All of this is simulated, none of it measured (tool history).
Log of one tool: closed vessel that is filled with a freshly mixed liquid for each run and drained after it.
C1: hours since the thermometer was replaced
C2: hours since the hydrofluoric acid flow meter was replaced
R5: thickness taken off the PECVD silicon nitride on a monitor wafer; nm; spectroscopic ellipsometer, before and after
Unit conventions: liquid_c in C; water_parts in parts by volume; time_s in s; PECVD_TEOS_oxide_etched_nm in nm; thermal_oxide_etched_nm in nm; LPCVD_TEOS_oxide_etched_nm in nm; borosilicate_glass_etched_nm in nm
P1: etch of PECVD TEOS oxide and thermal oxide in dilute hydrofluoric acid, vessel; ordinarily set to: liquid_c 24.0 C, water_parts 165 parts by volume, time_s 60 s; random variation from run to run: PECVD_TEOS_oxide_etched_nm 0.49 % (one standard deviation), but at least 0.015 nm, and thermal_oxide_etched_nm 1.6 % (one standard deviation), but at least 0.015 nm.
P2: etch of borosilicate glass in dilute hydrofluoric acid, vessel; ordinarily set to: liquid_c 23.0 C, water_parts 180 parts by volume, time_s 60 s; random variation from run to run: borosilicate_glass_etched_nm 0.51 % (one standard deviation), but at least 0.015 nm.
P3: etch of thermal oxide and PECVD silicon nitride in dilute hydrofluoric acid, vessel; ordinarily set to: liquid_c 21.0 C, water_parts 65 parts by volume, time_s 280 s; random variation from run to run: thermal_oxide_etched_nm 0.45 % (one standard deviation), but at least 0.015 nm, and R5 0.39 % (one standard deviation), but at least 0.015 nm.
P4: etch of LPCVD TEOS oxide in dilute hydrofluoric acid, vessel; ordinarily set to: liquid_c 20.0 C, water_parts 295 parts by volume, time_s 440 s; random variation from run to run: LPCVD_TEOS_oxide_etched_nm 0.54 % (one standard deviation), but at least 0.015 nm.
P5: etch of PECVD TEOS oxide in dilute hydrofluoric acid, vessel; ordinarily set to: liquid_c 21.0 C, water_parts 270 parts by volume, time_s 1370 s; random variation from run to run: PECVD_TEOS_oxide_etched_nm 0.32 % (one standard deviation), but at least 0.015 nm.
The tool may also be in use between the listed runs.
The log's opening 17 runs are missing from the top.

run 18 hour=76.0 | process=P4 liquid_c=20.0 water_parts=295 time_s=440 | C1=522.4 C2=180.1 | LPCVD_TEOS_oxide_etched_nm=53.531
run 19 hour=80.8 | process=P1 liquid_c=24.0 water_parts=165 time_s=95 | C1=527.2 C2=184.9 | PECVD_TEOS_oxide_etched_nm=14.6200 thermal_oxide_etched_nm=2.33540
run 20 hour=84.8 | process=P3 liquid_c=21.0 water_parts=65 time_s=540 | C1=531.2 C2=188.9 | thermal_oxide_etched_nm=37.25700 R5=14.1800
run 21 hour=89.9 | process=P1 liquid_c=24.0 water_parts=165 time_s=60 | C1=536.3 C2=194.0 | PECVD_TEOS_oxide_etched_nm=9.2492 thermal_oxide_etched_nm=1.41420
run 22 hour=94.9 | process=P1 liquid_c=27.0 water_parts=230 time_s=60 | C1=541.3 C2=199.0 | PECVD_TEOS_oxide_etched_nm=6.9067 thermal_oxide_etched_nm=1.07840
run 23 hour=100.1 | process=P5 liquid_c=25.5 water_parts=270 time_s=1370 | C1=546.5 C2=204.2 | PECVD_TEOS_oxide_etched_nm=68.6500
run 24 hour=105.1 | process=P2 liquid_c=28.0 water_parts=180 time_s=60 | C1=551.5 C2=209.2 | borosilicate_glass_etched_nm=14.501
run 25 hour=111.3 | process=P1 liquid_c=24.0 water_parts=165 time_s=60 | C1=557.7 C2=215.4 | PECVD_TEOS_oxide_etched_nm=9.3066 thermal_oxide_etched_nm=1.43120
run 26 hour=116.2 | process=P5 liquid_c=21.0 water_parts=120 time_s=1370 | C1=562.6 C2=220.3 | PECVD_TEOS_oxide_etched_nm=153.8300

Estimate the outcome of run 27 from the log above:
run 27 hour=122.0 | process=P1 liquid_c=32.0 water_parts=165 time_s=60 | C1=568.4 C2=226.1 | PECVD_TEOS_oxide_etched_nm=? thermal_oxide_etched_nm=?

PECVD_TEOS_oxide_etched_nm: 12.3760 nm
thermal_oxide_etched_nm: 1.98150 nm
